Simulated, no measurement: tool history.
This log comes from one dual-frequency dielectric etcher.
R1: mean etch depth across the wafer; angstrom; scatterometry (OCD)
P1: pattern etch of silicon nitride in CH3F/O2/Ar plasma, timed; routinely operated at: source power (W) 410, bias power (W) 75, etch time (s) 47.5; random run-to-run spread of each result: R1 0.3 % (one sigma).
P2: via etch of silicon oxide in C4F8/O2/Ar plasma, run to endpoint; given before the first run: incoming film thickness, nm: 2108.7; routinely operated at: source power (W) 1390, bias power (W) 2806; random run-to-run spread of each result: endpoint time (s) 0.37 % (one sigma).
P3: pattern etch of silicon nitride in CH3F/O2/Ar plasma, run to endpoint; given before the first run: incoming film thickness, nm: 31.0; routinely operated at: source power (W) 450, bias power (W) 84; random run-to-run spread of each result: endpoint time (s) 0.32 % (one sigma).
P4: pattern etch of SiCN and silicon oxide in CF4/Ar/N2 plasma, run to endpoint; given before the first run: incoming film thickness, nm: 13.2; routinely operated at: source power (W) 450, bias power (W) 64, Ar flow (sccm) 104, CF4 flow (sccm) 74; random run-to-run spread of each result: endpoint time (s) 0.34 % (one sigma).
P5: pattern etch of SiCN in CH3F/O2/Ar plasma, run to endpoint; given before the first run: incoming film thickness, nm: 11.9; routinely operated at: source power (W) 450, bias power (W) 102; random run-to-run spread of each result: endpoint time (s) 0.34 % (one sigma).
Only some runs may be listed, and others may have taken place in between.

{"run": 1, "hour": 8.6, "process that ran": "P1", "source power (W)": 410, "bias power (W)": 75, "etch time (s)": 47.5, "R1": 336.28}
{"run": 2, "hour": 21.2, "process that ran": "P3", "source power (W)": 450, "bias power (W)": 54, "endpoint time (s)": 47.982}
{"run": 3, "hour": 35.1, "process that ran": "P1", "source power (W)": 410, "bias power (W)": 75, "etch time (s)": 47.5, "R1": 334.58}
{"run": 4, "hour": 47.9, "process that ran": "P1", "source power (W)": 410, "bias power (W)": 92, "etch time (s)": 47.5, "R1": 359.52}
{"run": 5, "hour": 57.0, "process that ran": "P3", "source power (W)": 530, "bias power (W)": 84, "endpoint time (s)": 38.693}
{"run": 6, "hour": 70.9, "process that ran": "P1", "source power (W)": 410, "bias power (W)": 75, "etch time (s)": 64.5, "R1": 455.55}
{"run": 7, "hour": 81.6, "process that ran": "P2", "source power (W)": 1390, "bias power (W)": 2806, "endpoint time (s)": 443.21}
{"run": 8, "hour": 90.3, "process that ran": "P1", "source power (W)": 410, "bias power (W)": 75, "etch time (s)": 27.5, "R1": 193.62}
{"run": 9, "hour": 98.2, "process that ran": "P2", "source power (W)": 1390, "bias power (W)": 2806, "endpoint time (s)": 444.42}
{"run": 10, "hour": 108.4, "process that ran": "P1", "source power (W)": 410, "bias power (W)": 75, "etch time (s)": 47.5, "R1": 335.68}
{"run": 11, "hour": 122.8, "process that ran": "P3", "source power (W)": 450, "bias power (W)": 84, "endpoint time (s)": 40.881}
{"run": 12, "hour": 133.1, "process that ran": "P2", "source power (W)": 930, "bias power (W)": 2806, "endpoint time (s)": 518.59}
{"run": 13, "hour": 141.7, "process that ran": "P1", "source power (W)": 410, "bias power (W)": 75, "etch time (s)": 47.5, "R1": 336.75}
{"run": 14, "hour": 149.8, "process that ran": "P1", "source power (W)": 520, "bias power (W)": 75, "etch time (s)": 47.5, "R1": 365.08}
{"run": 15, "hour": 157.6, "process that ran": "P4", "source power (W)": 450, "bias power (W)": 64, "Ar flow (sccm)": 104, "CF4 flow (sccm)": 45, "endpoint time (s)": 17.534}
{"run": 16, "hour": 165.6, "process that ran": "P1", "source power (W)": 280, "bias power (W)": 75, "etch time (s)": 47.5, "R1": 289.53}
{"run": 17, "hour": 178.7, "process that ran": "P2", "source power (W)": 1390, "bias power (W)": 3621, "endpoint time (s)": 411.22}
{"run": 18, "hour": 188.0, "process that ran": "P5", "source power (W)": 450, "bias power (W)": 102, "endpoint time (s)": 26.035}
{"run": 19, "hour": 197.3, "process that ran": "P4", "source power (W)": 450, "bias power (W)": 64, "Ar flow (sccm)": 140, "CF4 flow (sccm)": 74, "endpoint time (s)": 16.977}
{"run": 20, "hour": 209.7, "process that ran": "P5", "source power (W)": 620, "bias power (W)": 102, "endpoint time (s)": 23.333}
{"run": 21, "hour": 216.7, "process that ran": "P4", "source power (W)": 450, "bias power (W)": 40, "Ar flow (sccm)": 104, "CF4 flow (sccm)": 74, "endpoint time (s)": 18.781}
{"run": 22, "hour": 223.6, "process that ran": "P3", "source power (W)": 450, "bias power (W)": 84, "endpoint time (s)": 41.303}
{"run": 23, "hour": 234.9, "process that ran": "P4", "source power (W)": 330, "bias power (W)": 64, "Ar flow (sccm)": 104, "CF4 flow (sccm)": 74, "endpoint time (s)": 21.22}
{"run": 24, "hour": 243.0, "process that ran": "P1", "source power (W)": 410, "bias power (W)": 75, "etch time (s)": 47.5, "R1": 336.49}
{"run": 25, "hour": 255.3, "process that ran": "P1", "source power (W)": 280, "bias power (W)": 75, "etch time (s)": 38, "R1": 233.04}
{"run": 26, "hour": 262.1, "process that ran": "P1", "source power (W)": 410, "bias power (W)": 58, "etch time (s)": 47.5, "R1": 308.95}
{"run": 27, "hour": 269.2, "process that ran": "P4", "source power (W)": 450, "bias power (W)": 64, "Ar flow (sccm)": 104, "CF4 flow (sccm)": 74, "endpoint time (s)": 16.195}
{"run": 28, "hour": 280.1, "process that ran": "P5", "source power (W)": 450, "bias power (W)": 68, "endpoint time (s)": 30.316}
{"run": 29, "hour": 290.4, "process that ran": "P5", "source power (W)": 450, "bias power (W)": 102, "endpoint time (s)": 26.058}
{"run": 30, "hour": 301.8, "process that ran": "P1", "source power (W)": 410, "bias power (W)": 75, "etch time (s)": 47.5, "R1": 337.39}
{"run": 31, "hour": 315.7, "process that ran": "P1", "source power (W)": 410, "bias power (W)": 75, "etch time (s)": 47.5, "R1": 332.06}
{"run": 32, "hour": 329.8, "process that ran": "P1", "source power (W)": 410, "bias power (W)": 75, "etch time (s)": 47.5, "R1": 333.62}
{"hour": 344.2, "done": "wet clean of the chamber"}
{"run": 33, "hour": 344.4, "process that ran": "P1", "source power (W)": 410, "bias power (W)": 75, "etch time (s)": 47.5, "R1": 332.63}
{"run": 34, "hour": 350.9, "process that ran": "P1", "source power (W)": 410, "bias power (W)": 75, "etch time (s)": 47.5, "R1": 331.24}
{"run": 35, "hour": 362.1, "process that ran": "P1", "source power (W)": 410, "bias power (W)": 75, "etch time (s)": 47.5, "R1": 330.89}
{"run": 36, "hour": 369.1, "process that ran": "P1", "source power (W)": 410, "bias power (W)": 75, "etch time (s)": 47.5, "R1": 329.84}
{"run": 37, "hour": 382.2, "process that ran": "P1", "source power (W)": 410, "bias power (W)": 75, "etch time (s)": 47.5, "R1": 330.94}
{"run": 38, "hour": 394.3, "process that ran": "P1", "source power (W)": 410, "bias power (W)": 75, "etch time (s)": 47.5, "R1": 330.86}

Expected results for the next run?
{"run": 39, "hour": 404.6, "process that ran": "P1", "source power (W)": 410, "bias power (W)": 75, "etch time (s)": 47.5, "R1": "?"}

Logged for run 39: R1 330.34 angstrom.
